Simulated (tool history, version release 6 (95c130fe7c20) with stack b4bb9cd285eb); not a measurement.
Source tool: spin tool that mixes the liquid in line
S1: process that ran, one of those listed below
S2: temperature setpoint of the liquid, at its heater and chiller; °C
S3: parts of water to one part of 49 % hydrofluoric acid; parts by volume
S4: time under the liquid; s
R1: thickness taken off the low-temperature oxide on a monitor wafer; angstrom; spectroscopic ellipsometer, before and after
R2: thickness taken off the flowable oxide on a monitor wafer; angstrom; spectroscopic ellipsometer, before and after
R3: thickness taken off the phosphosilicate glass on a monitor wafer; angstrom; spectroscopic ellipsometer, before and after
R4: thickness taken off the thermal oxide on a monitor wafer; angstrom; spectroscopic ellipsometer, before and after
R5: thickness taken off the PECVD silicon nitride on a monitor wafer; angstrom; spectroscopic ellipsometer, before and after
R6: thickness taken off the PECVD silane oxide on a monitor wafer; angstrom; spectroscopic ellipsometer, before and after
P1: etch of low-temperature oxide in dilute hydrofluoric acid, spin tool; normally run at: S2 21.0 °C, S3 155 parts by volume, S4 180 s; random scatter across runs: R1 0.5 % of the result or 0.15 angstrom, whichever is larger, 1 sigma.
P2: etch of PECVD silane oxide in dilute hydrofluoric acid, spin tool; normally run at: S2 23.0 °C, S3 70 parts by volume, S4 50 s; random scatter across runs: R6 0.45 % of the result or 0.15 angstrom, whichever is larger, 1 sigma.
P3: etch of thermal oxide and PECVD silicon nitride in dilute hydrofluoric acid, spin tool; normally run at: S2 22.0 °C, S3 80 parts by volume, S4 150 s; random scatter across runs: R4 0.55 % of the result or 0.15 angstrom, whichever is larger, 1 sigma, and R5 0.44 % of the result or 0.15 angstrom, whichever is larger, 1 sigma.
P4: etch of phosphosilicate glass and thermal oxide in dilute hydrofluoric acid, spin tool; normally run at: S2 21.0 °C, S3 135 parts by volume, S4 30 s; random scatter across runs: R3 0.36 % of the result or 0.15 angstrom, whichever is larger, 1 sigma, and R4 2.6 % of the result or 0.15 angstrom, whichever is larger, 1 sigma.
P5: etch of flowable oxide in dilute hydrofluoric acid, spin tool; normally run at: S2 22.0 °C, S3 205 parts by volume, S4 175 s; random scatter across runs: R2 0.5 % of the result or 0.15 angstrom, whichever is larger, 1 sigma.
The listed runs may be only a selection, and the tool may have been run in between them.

run 1 hour=3.0 | S1=P1 S2=21.0 S3=155 S4=180 | R1=133.140
run 2 hour=7.5 | S1=P1 S2=18.0 S3=260 S4=180 | R1=64.494
run 3 hour=14.1 | S1=P5 S2=28.0 S3=205 S4=175 | R2=343.36
run 4 hour=17.6 | S1=P4 S2=21.0 S3=135 S4=30 | R3=184.76 R4=8.8716
run 5 hour=21.1 | S1=P3 S2=30.0 S3=80 S4=150 | R4=112.3100 R5=85.032
run 6 hour=27.0 | S1=P1 S2=21.0 S3=155 S4=180 | R1=134.010
run 7 hour=31.0 | S1=P1 S2=26.5 S3=155 S4=180 | R1=166.640
run 8 hour=37.5 | S1=P4 S2=21.0 S3=50 S4=30 | R3=549.38 R4=25.8920
run 9 hour=41.7 | S1=P1 S2=17.0 S3=155 S4=180 | R1=113.240
run 10 hour=46.3 | S1=P2 S2=17.0 S3=70 S4=50 | R6=114.650
-- hour=49.7 thermometer replaced
run 11 hour=52.8 | S1=P5 S2=22.0 S3=50 S4=175 | R2=1366.10
run 12 hour=57.4 | S1=P3 S2=22.0 S3=45 S4=150 | R4=150.9200 R5=88.297
run 13 hour=63.4 | S1=P3 S2=22.0 S3=80 S4=25 | R4=13.5780 R5=8.364
run 14 hour=68.6 | S1=P2 S2=23.0 S3=120 S4=50 | R6=81.445
run 15 hour=73.1 | S1=P1 S2=21.0 S3=155 S4=180 | R1=134.370
run 16 hour=78.3 | S1=P1 S2=21.0 S3=225 S4=180 | R1=86.833
run 17 hour=81.7 | S1=P5 S2=22.0 S3=205 S4=175 | R2=274.97
run 18 hour=88.1 | S1=P5 S2=22.0 S3=205 S4=255 | R2=405.53
run 19 hour=92.5 | S1=P1 S2=21.0 S3=155 S4=315 | R1=235.370
run 20 hour=97.7 | S1=P3 S2=22.0 S3=80 S4=150 | R4=81.7420 R5=50.394
run 21 hour=103.4 | S1=P2 S2=23.0 S3=70 S4=50 | R6=148.360
run 22 hour=107.2 | S1=P4 S2=21.0 S3=135 S4=55 | R3=338.26 R4=16.2480
run 23 hour=112.0 | S1=P1 S2=21.0 S3=155 S4=70 | R1=52.317
run 24 hour=115.5 | S1=P1 S2=21.0 S3=155 S4=180 | R1=132.970
run 25 hour=120.9 | S1=P1 S2=21.0 S3=40 S4=55 | R1=182.510
run 26 hour=124.8 | S1=P1 S2=21.0 S3=155 S4=180 | R1=133.360
run 27 hour=128.1 | S1=P1 S2=25.5 S3=155 S4=100 | R1=88.646
run 28 hour=133.4 | S1=P4 S2=17.0 S3=135 S4=30 | R3=156.01 R4=7.1066
run 29 hour=136.8 | S1=P1 S2=21.0 S3=65 S4=180 | R1=354.680
run 30 hour=139.7 | S1=P2 S2=23.0 S3=70 S4=15 | R6=45.013
run 31 hour=145.7 | S1=P1 S2=21.0 S3=155 S4=180 | R1=134.160
run 32 hour=151.6 | S1=P1 S2=21.0 S3=155 S4=180 | R1=139.830
run 33 hour=157.9 | S1=P1 S2=21.0 S3=155 S4=180 | R1=143.040
run 34 hour=163.9 | S1=P1 S2=21.0 S3=155 S4=180 | R1=144.110
run 35 hour=166.8 | S1=P1 S2=21.0 S3=155 S4=180 | R1=144.690
run 36 hour=171.8 | S1=P1 S2=21.0 S3=155 S4=180 | R1=146.170
run 37 hour=175.4 | S1=P1 S2=21.0 S3=155 S4=180 | R1=145.130
run 38 hour=179.6 | S1=P1 S2=21.0 S3=155 S4=180 | R1=145.850

P1 has crept away from where it was. The log is fitted equally well by each of these 2 causes, at the sizes shown:
A: liquid hotter than its thermometer reads (K) = 2.15
B: hydrofluoric acid flow above the setpoint (%) = 7.43
Onset of the creep was near hour 145.7.

Consider the 4 single-wafer check runs listed below, results given as question marks: which one distinguishes between the causes by giving clearly different results for each?
run check 1 hour=183.8 | S1=P3 S2=29.0 S3=80 S4=90 | R4=? R5=?
run check 2 hour=183.8 | S1=P5 S2=22.0 S3=95 S4=175 | R2=?
run check 3 hour=183.8 | S1=P4 S2=17.5 S3=135 S4=30 | R3=? R4=?
run check 4 hour=183.8 | S1=P2 S2=23.0 S3=115 S4=50 | R6=?

What every check run would give for each of its results, assuming each possible cause in turn:
check=check_1 result=R4 if_A=70.0600 if_B=69.8890
check=check_1 result=R5 if_A=54.842 if_B=51.399
check=check_2 result=R2 if_A=738.37 if_B=733.41
check=check_3 result=R3 if_A=174.22 if_B=173.09
check=check_3 result=R4 if_A=8.3316 if_B=8.2779
check=check_4 result=R6 if_A=92.708 if_B=92.414
Per-check spread between the two closest causes, in the result where they differ most: check 1 6.48 %; check 2 0.67 %; check 3 0.65 %; check 4 0.32 %
Check 1 is the one run that separates the causes; every other check would come out nearly the same whichever cause is at work.

With check 1 done, the readings were: R4 70.5040 angstrom; R5 51.639 angstrom. Identify which of the listed causes applies.

It is B: hydrofluoric acid flow above the setpoint (%).

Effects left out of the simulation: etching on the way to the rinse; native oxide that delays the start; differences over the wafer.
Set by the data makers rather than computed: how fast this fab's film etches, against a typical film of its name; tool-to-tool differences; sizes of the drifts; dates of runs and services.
